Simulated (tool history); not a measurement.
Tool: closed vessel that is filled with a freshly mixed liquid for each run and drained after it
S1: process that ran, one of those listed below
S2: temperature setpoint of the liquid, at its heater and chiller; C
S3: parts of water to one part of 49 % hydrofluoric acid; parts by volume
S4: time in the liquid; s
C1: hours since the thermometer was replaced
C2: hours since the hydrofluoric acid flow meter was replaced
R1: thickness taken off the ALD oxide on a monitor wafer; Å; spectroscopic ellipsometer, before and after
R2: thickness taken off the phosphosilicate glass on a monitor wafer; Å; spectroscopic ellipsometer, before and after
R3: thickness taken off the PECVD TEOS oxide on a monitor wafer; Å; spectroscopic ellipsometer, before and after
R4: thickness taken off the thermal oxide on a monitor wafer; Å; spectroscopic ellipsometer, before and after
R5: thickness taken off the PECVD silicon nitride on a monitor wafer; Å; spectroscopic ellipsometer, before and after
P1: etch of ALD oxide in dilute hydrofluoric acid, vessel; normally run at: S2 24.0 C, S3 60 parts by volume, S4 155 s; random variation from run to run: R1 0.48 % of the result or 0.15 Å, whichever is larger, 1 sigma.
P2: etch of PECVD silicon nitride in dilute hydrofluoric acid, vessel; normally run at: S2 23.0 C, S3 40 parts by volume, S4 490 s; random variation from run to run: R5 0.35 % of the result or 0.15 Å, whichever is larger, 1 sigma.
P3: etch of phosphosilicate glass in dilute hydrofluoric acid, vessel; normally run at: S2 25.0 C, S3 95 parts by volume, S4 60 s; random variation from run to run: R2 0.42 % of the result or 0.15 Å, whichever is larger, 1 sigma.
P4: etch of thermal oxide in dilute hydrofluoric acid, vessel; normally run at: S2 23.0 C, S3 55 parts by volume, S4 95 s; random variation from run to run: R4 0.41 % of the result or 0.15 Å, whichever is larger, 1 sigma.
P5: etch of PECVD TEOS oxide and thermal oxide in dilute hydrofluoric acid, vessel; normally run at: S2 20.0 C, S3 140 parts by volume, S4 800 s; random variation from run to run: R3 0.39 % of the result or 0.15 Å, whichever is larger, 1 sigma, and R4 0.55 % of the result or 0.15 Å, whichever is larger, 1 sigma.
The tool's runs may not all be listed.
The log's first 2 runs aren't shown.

run 3 hour=24.1 | S1=P1 S2=17.0 S3=60 S4=155 | C1=1097.9 C2=945.5 | R1=220.470
run 4 hour=30.2 | S1=P3 S2=25.0 S3=95 S4=90 | C1=1104.0 C2=951.6 | R2=602.08
run 5 hour=37.0 | S1=P3 S2=25.0 S3=95 S4=60 | C1=1110.8 C2=958.4 | R2=399.71
run 6 hour=46.3 | S1=P5 S2=17.0 S3=140 S4=800 | C1=1120.1 C2=967.7 | R3=357.960 R4=190.600
run 7 hour=55.7 | S1=P4 S2=23.0 S3=25 S4=95 | C1=1129.5 C2=977.1 | R4=205.450
run 8 hour=60.9 | S1=P2 S2=23.0 S3=40 S4=865 | C1=1134.7 C2=982.3 | R5=886.88
run 9 hour=66.5 | S1=P2 S2=23.0 S3=20 S4=490 | C1=1140.3 C2=987.9 | R5=974.76
run 10 hour=70.9 | S1=P1 S2=24.0 S3=60 S4=155 | C1=1144.7 C2=992.3 | R1=298.300
run 11 hour=77.6 | S1=P1 S2=24.0 S3=105 S4=30 | C1=1151.4 C2=999.0 | R1=30.721
run 12 hour=85.5 | S1=P1 S2=24.0 S3=60 S4=65 | C1=1159.3 C2=1006.9 | R1=124.920
run 13 hour=95.2 | S1=P5 S2=20.0 S3=140 S4=800 | C1=1169.0 C2=1016.6 | R3=403.720 R4=211.980
run 14 hour=99.8 | S1=P1 S2=24.0 S3=60 S4=155 | C1=1173.6 C2=1021.2 | R1=299.620
run 15 hour=105.3 | S1=P5 S2=20.0 S3=140 S4=170 | C1=1179.1 C2=1026.7 | R3=85.923 R4=45.459
run 16 hour=113.1 | S1=P1 S2=31.5 S3=60 S4=155 | C1=1186.9 C2=1034.5 | R1=400.860
run 17 hour=121.2 | S1=P1 S2=24.0 S3=60 S4=155 | C1=1195.0 C2=1042.6 | R1=299.620
run 18 hour=126.1 | S1=P4 S2=23.0 S3=55 S4=30 | C1=1199.9 C2=1047.5 | R4=28.643
run 19 hour=135.1 | S1=P1 S2=24.0 S3=60 S4=280 | C1=1208.9 C2=1056.5 | R1=539.780
run 20 hour=142.6 | S1=P1 S2=24.0 S3=60 S4=155 | C1=1216.4 C2=1064.0 | R1=298.770
run 21 hour=147.2 | S1=P1 S2=24.0 S3=60 S4=155 | C1=1221.0 C2=1068.6 | R1=300.570
run 22 hour=152.4 | S1=P4 S2=28.5 S3=55 S4=95 | C1=1226.2 C2=1073.8 | R4=111.110
run 23 hour=157.8 | S1=P2 S2=17.0 S3=40 S4=490 | C1=1231.6 C2=1079.2 | R5=329.49
run 24 hour=166.0 | S1=P1 S2=24.0 S3=25 S4=155 | C1=1239.8 C2=1087.4 | R1=747.530

Forecast run 25:
run 25 hour=175.7 | S1=P3 S2=25.0 S3=40 S4=60 | C1=1249.5 C2=1097.1 | R2=?

{"run 25": {"R2": 1019.5}}

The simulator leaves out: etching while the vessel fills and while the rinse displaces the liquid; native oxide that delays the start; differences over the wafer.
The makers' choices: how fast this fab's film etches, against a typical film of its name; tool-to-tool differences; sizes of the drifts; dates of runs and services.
